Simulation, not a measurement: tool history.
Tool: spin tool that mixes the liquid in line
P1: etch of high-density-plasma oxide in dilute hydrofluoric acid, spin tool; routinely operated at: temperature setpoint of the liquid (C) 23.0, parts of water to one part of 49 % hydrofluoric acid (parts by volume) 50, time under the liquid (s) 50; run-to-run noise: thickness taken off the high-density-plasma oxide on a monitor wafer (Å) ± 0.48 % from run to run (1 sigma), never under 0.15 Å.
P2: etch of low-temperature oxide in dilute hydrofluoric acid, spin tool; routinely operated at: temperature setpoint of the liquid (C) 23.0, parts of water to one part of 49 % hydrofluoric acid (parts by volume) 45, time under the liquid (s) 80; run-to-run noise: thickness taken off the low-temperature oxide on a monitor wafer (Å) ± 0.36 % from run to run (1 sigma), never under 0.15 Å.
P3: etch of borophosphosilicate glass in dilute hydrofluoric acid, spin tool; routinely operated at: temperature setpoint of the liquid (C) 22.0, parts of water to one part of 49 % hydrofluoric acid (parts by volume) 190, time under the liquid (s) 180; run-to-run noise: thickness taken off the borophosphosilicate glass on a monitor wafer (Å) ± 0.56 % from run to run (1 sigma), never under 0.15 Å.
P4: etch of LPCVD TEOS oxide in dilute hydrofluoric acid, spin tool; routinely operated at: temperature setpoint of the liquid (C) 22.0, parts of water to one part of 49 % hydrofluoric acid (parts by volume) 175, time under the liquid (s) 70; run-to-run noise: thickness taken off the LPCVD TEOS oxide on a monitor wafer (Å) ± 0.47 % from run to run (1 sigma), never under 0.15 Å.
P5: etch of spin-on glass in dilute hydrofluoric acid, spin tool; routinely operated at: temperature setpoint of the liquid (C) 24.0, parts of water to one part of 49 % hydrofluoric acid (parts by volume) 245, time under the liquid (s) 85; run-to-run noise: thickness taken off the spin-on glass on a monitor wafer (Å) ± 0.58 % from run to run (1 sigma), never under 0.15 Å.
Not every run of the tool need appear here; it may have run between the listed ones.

| run | hour | process that ran | temperature setpoint of the liquid (C) | parts of water to one part of 49 % hydrofluoric acid (parts by volume) | time under the liquid (s) | thickness taken off the high-density-plasma oxide on a monitor wafer (Å) | thickness taken off the low-temperature oxide on a monitor wafer (Å) | thickness taken off the borophosphosilicate glass on a monitor wafer (Å) | thickness taken off the spin-on glass on a monitor wafer (Å) | thickness taken off the LPCVD TEOS oxide on a monitor wafer (Å) |
|---|---|---|---|---|---|---|---|---|---|---|
| 1 | 4.5 | P1 | 23.0 | 50 | 50 | 61.352 |  |  |  |  |
| 2 | 8.9 | P1 | 23.0 | 50 | 95 | 116.820 |  |  |  |  |
| 3 | 12.4 | P1 | 17.0 | 50 | 50 | 47.400 |  |  |  |  |
| 4 | 17.0 | P2 | 23.0 | 45 | 80 |  | 338.700 |  |  |  |
| 5 | 20.6 | P3 | 22.0 | 190 | 35 |  |  | 53.32 |  |  |
| 6 | 23.3 | P5 | 24.0 | 420 | 85 |  |  |  | 47.143 |  |
| 7 | 26.9 | P3 | 22.0 | 190 | 180 |  |  | 276.62 |  |  |
| 8 | 30.1 | P3 | 22.0 | 190 | 180 |  |  | 275.40 |  |  |
| 9 | 33.4 | P4 | 17.0 | 175 | 70 |  |  |  |  | 47.307 |
| 10 | 36.2 | P3 | 17.0 | 190 | 180 |  |  | 225.15 |  |  |
| 11 | 39.1 | P1 | 23.0 | 50 | 50 | 61.267 |  |  |  |  |
| 12 | 41.5 | P5 | 30.5 | 245 | 85 |  |  |  | 119.360 |  |
| 13 | 45.6 | P5 | 24.0 | 245 | 85 |  |  |  | 95.290 |  |
| 14 | 48.5 | P4 | 22.0 | 175 | 70 |  |  |  |  | 57.643 |
| 15 | 51.5 | P5 | 24.0 | 245 | 15 |  |  |  | 16.717 |  |
| 16 | 55.2 | P2 | 23.0 | 75 | 80 |  | 196.510 |  |  |  |
| 17 | 57.7 | P1 | 23.0 | 50 | 15 | 18.665 |  |  |  |  |
| 18 | 61.5 | P4 | 22.0 | 75 | 70 |  |  |  |  | 150.600 |
| 19 | 65.5 | P1 | 31.0 | 50 | 50 | 84.509 |  |  |  |  |
| 20 | 69.2 | P1 | 23.0 | 20 | 50 | 159.960 |  |  |  |  |
| 21 | 71.6 | P1 | 23.0 | 50 | 50 | 61.549 |  |  |  |  |
| 22 | 76.0 | P3 | 22.0 | 80 | 180 |  |  | 733.76 |  |  |
| 23 | 79.2 | P1 | 23.0 | 50 | 50 | 61.815 |  |  |  |  |
| 24 | 83.3 | P2 | 23.0 | 45 | 15 |  | 63.611 |  |  |  |
| 25 | 87.6 | P1 | 23.0 | 85 | 85 | 58.559 |  |  |  |  |
| 26 | 91.3 | P1 | 29.0 | 50 | 95 | 148.450 |  |  |  |  |
| 27 | 94.3 | P1 | 23.0 | 50 | 50 | 60.506 |  |  |  |  |
| 28 | 98.5 | P1 | 27.0 | 50 | 15 | 21.373 |  |  |  |  |
| 29 | 103.0 | P1 | 23.0 | 85 | 50 | 34.343 |  |  |  |  |
| 30 | 107.3 | P4 | 22.0 | 175 | 15 |  |  |  |  | 12.378 |
| 31 | 111.3 | P5 | 24.0 | 245 | 85 |  |  |  | 94.171 |  |
| 32 | 114.6 | P2 | 17.0 | 45 | 80 |  | 264.300 |  |  |  |
| 33 | 118.3 | P2 | 23.0 | 45 | 80 |  | 341.790 |  |  |  |
| 34 | 122.4 | P1 | 23.0 | 50 | 50 | 60.854 |  |  |  |  |
| 35 | 124.8 | P1 | 23.0 | 50 | 50 | 61.069 |  |  |  |  |
| 36 | 128.6 | P1 | 23.0 | 50 | 50 | 58.943 |  |  |  |  |
| 37 | 132.0 | P1 | 23.0 | 50 | 50 | 57.705 |  |  |  |  |
| 38 | 135.3 | P1 | 23.0 | 50 | 50 | 57.005 |  |  |  |  |
| 39 | 140.1 | P1 | 23.0 | 50 | 50 | 56.885 |  |  |  |  |
| 40 | 144.3 | P1 | 23.0 | 50 | 50 | 56.700 |  |  |  |  |
| 41 | 148.1 | P1 | 23.0 | 50 | 50 | 56.072 |  |  |  |  |
| 42 | 151.2 | P1 | 23.0 | 50 | 50 | 56.300 |  |  |  |  |
| 43 | 155.6 | P1 | 23.0 | 50 | 50 | 55.821 |  |  |  |  |

Something has made what P1 gives creep away from where it was; the 2 causes below, each at its own stated size, fit the log equally well:
A: liquid colder than its thermometer reads (K) = 2.24
B: hydrofluoric acid flow below the setpoint (%) = 8.38
The drift started at roughly hour 124.8.

Below are 4 check runs, each averaged over 2 wafers, with their results shown as question marks. Which of them would give clearly different results depending on which cause is behind the drift?
| check 1 | 160.0 | P4 | 17.5 | 85 | 70 |  |  |  |  | ? |
| check 2 | 160.0 | P5 | 28.5 | 245 | 85 |  |  |  | ? |  |
| check 3 | 160.0 | P3 | 22.0 | 110 | 35 |  |  | ? |  |  |
| check 4 | 160.0 | P2 | 17.5 | 45 | 50 |  | ? |  |  |  |

How each check would come out, cause by cause:
| check | result | if A | if B |
|---|---|---|---|
| check 1 | thickness taken off the LPCVD TEOS oxide on a monitor wafer (Å) | 98.871 | 98.877 |
| check 2 | thickness taken off the spin-on glass on a monitor wafer (Å) | 102.540 | 98.992 |
| check 3 | thickness taken off the borophosphosilicate glass on a monitor wafer (Å) | 91.917 | 91.153 |
| check 4 | thickness taken off the low-temperature oxide on a monitor wafer (Å) | 152.780 | 153.690 |
Minimum pairwise separation of causes per check, each pair taken at its best-separating result: check 1 0.01 %; check 2 3.52 %; check 3 0.84 %; check 4 0.59 %
The other checks would show nearly matching results whichever cause is true, so check 2 is the only one that separates the causes.

Check 2 has now been run. It gave: thickness taken off the spin-on glass on a monitor wafer (Å) 102.210. Which of the candidate causes is it?

Of the candidate causes, it is A: liquid colder than its thermometer reads (K).
